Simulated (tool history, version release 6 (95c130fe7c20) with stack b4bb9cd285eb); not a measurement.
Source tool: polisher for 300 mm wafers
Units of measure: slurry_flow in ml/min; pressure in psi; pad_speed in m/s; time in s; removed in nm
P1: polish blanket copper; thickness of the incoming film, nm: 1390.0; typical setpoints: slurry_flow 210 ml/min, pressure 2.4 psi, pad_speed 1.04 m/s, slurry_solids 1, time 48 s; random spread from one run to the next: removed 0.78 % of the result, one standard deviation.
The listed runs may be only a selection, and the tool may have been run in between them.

run,day,slurry_flow,pressure,pad_speed,slurry_solids,time,removed
1,0.679,210,2.4,1.04,1,48,148.04
2,1.104,210,2.4,1.04,0.65,48,134.65
3,1.446,210,2.4,1.04,1,74,228.98
4,1.829,210,2.4,1.04,1,48,145.09
5,2.312,210,2.4,1.56,1,48,222.55
6,3.029,210,2.4,1.04,1,48,146.99
7,3.738,210,2.4,1.04,1.3,32,105.05
8,4.433,325,2.4,1.04,1,48,154.72
9,5.021,210,1.5,1.04,1,48,91.272
10,5.558,210,2.4,1.04,1.4,48,158.39
11,5.988,210,1.6,1.56,1,48,148.44
12,6.596,210,2.4,1.04,1,48,148.85
13,7.221,210,3.2,1.04,1,48,199.57
14,7.804,210,2.4,1.04,1,35,108.18
# day 8.308: slurry blender recalibrated
15,8.396,150,2.4,1.04,1,48,139.97
16,8.938,210,2.4,1.04,1,48,146.75
17,9.375,210,2.4,0.52,1,48,74.096
# day 9.821: slurry nozzle cleaned
18,9.933,210,2.4,1.04,1,48,147.73
19,10.604,125,2.4,1.6,1,48,206.5
20,10.954,210,2.4,1.04,1,48,146.23
21,11.683,210,2.4,1.04,1,48,142.67
22,12.146,210,2.4,1.04,1,48,138.72
23,12.638,210,2.4,1.04,1,48,136.85
24,13.121,210,2.4,1.04,1,48,136.53
# day 13.408: head pressure recalibrated
25,13.621,210,2.4,1.04,1,48,138.39
26,14.004,210,2.4,1.04,1,48,137.57
# day 14.258: worn pad replaced by a new one
27,14.383,210,2.4,1.04,1,48,137.52
28,15.075,210,2.4,1.04,1,48,134.89
29,15.775,210,2.4,1.04,1,48,134.79

P1 no longer gives what it gave before; its output has crept away from where it was. The following 2 causes, each at its listed size, fit the log equally well:
A: abrasive missing from the slurry, % = 32.8
B: slurry flow missing at the pad, % = 40
The gradual shift began around day 10.954.
The rest of the possible causes, and what rules out each one:
removal rate lost through wear of the pad, %: serviced at day 14.258, after the change had begun; the process did not return to its earlier output
head's pressure below its setpoint, %: serviced at day 13.408, after the change had begun; the process did not return to its earlier output

Which of the check runs below tells the causes apart, meaning the causes would give it clearly different results? Each run uses 5 wafers whose results are averaged, and each result is shown as a question mark.
check 1,16.475,210,2.4,0.64,1,61,?
check 2,16.475,320,2.4,1.04,1.2,48,?
check 3,16.475,210,2.4,1.04,0.85,48,?
check 4,16.475,210,1.8,0.74,1,48,?

If the cause were each of the candidates in turn, the checks would give the following:
check,result,if A,if B
check 1,removed,106.03,106.02
check 2,removed,147.14,151.46
check 3,removed,131.21,130.97
check 4,removed,72.355,72.347
Per-check spread between the two closest causes, in the result where they differ most: check 1 0.01 %; check 2 2.9 %; check 3 0.18 %; check 4 0.01 %
Only in check 2 would the causes give clearly different results; in the remaining checks their results would be nearly the same.

Check 2 was carried out, with these results: removed 147.23 nm. Which of the listed causes is responsible?

A is the cause: abrasive missing from the slurry, %.
